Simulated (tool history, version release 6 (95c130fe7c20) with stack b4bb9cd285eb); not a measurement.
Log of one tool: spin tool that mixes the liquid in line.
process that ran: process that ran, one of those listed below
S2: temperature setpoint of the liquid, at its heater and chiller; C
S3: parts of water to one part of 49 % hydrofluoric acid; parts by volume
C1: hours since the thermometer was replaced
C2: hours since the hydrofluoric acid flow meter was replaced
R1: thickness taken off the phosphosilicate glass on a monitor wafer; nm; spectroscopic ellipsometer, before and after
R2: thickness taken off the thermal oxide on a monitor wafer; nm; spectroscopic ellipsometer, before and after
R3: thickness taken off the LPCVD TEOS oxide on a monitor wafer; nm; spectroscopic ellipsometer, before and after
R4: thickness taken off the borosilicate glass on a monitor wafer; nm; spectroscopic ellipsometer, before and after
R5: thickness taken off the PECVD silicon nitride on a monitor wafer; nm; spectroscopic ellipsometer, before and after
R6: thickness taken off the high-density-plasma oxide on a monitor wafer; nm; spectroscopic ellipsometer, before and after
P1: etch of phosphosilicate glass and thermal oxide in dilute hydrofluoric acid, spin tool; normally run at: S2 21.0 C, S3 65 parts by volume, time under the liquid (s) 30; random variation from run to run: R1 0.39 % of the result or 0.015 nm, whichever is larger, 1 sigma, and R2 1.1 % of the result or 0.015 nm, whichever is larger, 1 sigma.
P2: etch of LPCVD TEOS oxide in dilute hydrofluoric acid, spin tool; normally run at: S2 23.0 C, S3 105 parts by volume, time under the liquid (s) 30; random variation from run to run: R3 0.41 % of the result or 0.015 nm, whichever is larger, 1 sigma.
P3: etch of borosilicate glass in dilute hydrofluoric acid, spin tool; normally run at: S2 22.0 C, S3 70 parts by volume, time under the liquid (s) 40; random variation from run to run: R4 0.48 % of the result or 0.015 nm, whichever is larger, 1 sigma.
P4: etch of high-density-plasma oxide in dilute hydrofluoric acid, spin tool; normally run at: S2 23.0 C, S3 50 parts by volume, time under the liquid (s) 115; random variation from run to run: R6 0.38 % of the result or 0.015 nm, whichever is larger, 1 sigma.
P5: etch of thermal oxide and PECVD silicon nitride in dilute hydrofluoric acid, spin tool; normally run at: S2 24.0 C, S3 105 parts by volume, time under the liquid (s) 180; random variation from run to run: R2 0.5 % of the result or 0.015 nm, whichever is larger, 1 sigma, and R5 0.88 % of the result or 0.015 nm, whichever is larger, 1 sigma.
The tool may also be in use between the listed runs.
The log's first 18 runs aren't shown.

run 19 hour=120.4 | process_that_ran=P2 S2=23.0 S3=160 time_under_the_liquid_(s)=30 | C1=488.4 C2=99.1 | R3=4.9453
run 20 hour=128.2 | process_that_ran=P5 S2=31.5 S3=105 time_under_the_liquid_(s)=180 | C1=496.2 C2=106.9 | R2=11.3450 R5=4.5564
run 21 hour=132.4 | process_that_ran=P1 S2=21.0 S3=30 time_under_the_liquid_(s)=30 | C1=500.4 C2=111.1 | R1=93.460 R2=4.4420
run 22 hour=140.3 | process_that_ran=P4 S2=23.0 S3=75 time_under_the_liquid_(s)=115 | C1=508.3 C2=119.0 | R6=7.5859
run 23 hour=148.6 | process_that_ran=P1 S2=26.0 S3=65 time_under_the_liquid_(s)=30 | C1=516.6 C2=127.3 | R1=50.944 R2=2.4230
run 24 hour=155.6 | process_that_ran=P1 S2=21.0 S3=65 time_under_the_liquid_(s)=60 | C1=523.6 C2=134.3 | R1=82.272 R2=3.9085
run 25 hour=163.1 | process_that_ran=P1 S2=21.0 S3=20 time_under_the_liquid_(s)=15 | C1=531.1 C2=141.8 | R1=70.996 R2=3.3421
run 26 hour=167.6 | process_that_ran=P1 S2=21.0 S3=65 time_under_the_liquid_(s)=30 | C1=535.6 C2=146.3 | R1=41.094 R2=2.0203
run 27 hour=171.7 | process_that_ran=P3 S2=28.5 S3=70 time_under_the_liquid_(s)=40 | C1=539.7 C2=150.4 | R4=40.071
run 28 hour=175.5 | process_that_ran=P3 S2=22.0 S3=70 time_under_the_liquid_(s)=40 | C1=543.5 C2=154.2 | R4=30.586
run 29 hour=181.7 | process_that_ran=P4 S2=18.5 S3=50 time_under_the_liquid_(s)=115 | C1=549.7 C2=160.4 | R6=9.7408
run 30 hour=186.1 | process_that_ran=P4 S2=23.0 S3=50 time_under_the_liquid_(s)=115 | C1=554.1 C2=164.8 | R6=11.8030
run 31 hour=192.0 | process_that_ran=P1 S2=17.0 S3=65 time_under_the_liquid_(s)=30 | C1=560.0 C2=170.7 | R1=34.974 R2=1.6550
run 32 hour=199.5 | process_that_ran=P2 S2=23.0 S3=105 time_under_the_liquid_(s)=30 | C1=567.5 C2=178.2 | R3=7.9893
run 33 hour=203.8 | process_that_ran=P1 S2=21.0 S3=65 time_under_the_liquid_(s)=30 | C1=571.8 C2=182.5 | R1=41.299 R2=2.0225
run 34 hour=211.7 | process_that_ran=P1 S2=21.0 S3=65 time_under_the_liquid_(s)=30 | C1=579.7 C2=190.4 | R1=42.378 R2=2.0001
run 35 hour=217.5 | process_that_ran=P1 S2=21.0 S3=65 time_under_the_liquid_(s)=30 | C1=585.5 C2=196.2 | R1=43.134 R2=2.0721
run 36 hour=224.3 | process_that_ran=P1 S2=21.0 S3=65 time_under_the_liquid_(s)=30 | C1=592.3 C2=203.0 | R1=43.832 R2=2.1105
run 37 hour=228.8 | process_that_ran=P1 S2=21.0 S3=65 time_under_the_liquid_(s)=30 | C1=596.8 C2=207.5 | R1=43.936 R2=2.1281

Forecast run 38:
run 38 hour=234.7 | process_that_ran=P1 S2=21.0 S3=65 time_under_the_liquid_(s)=30 | C1=602.7 C2=213.4 | R1=? R2=?

R1: 44.079 nm
R2: 2.1303 nm
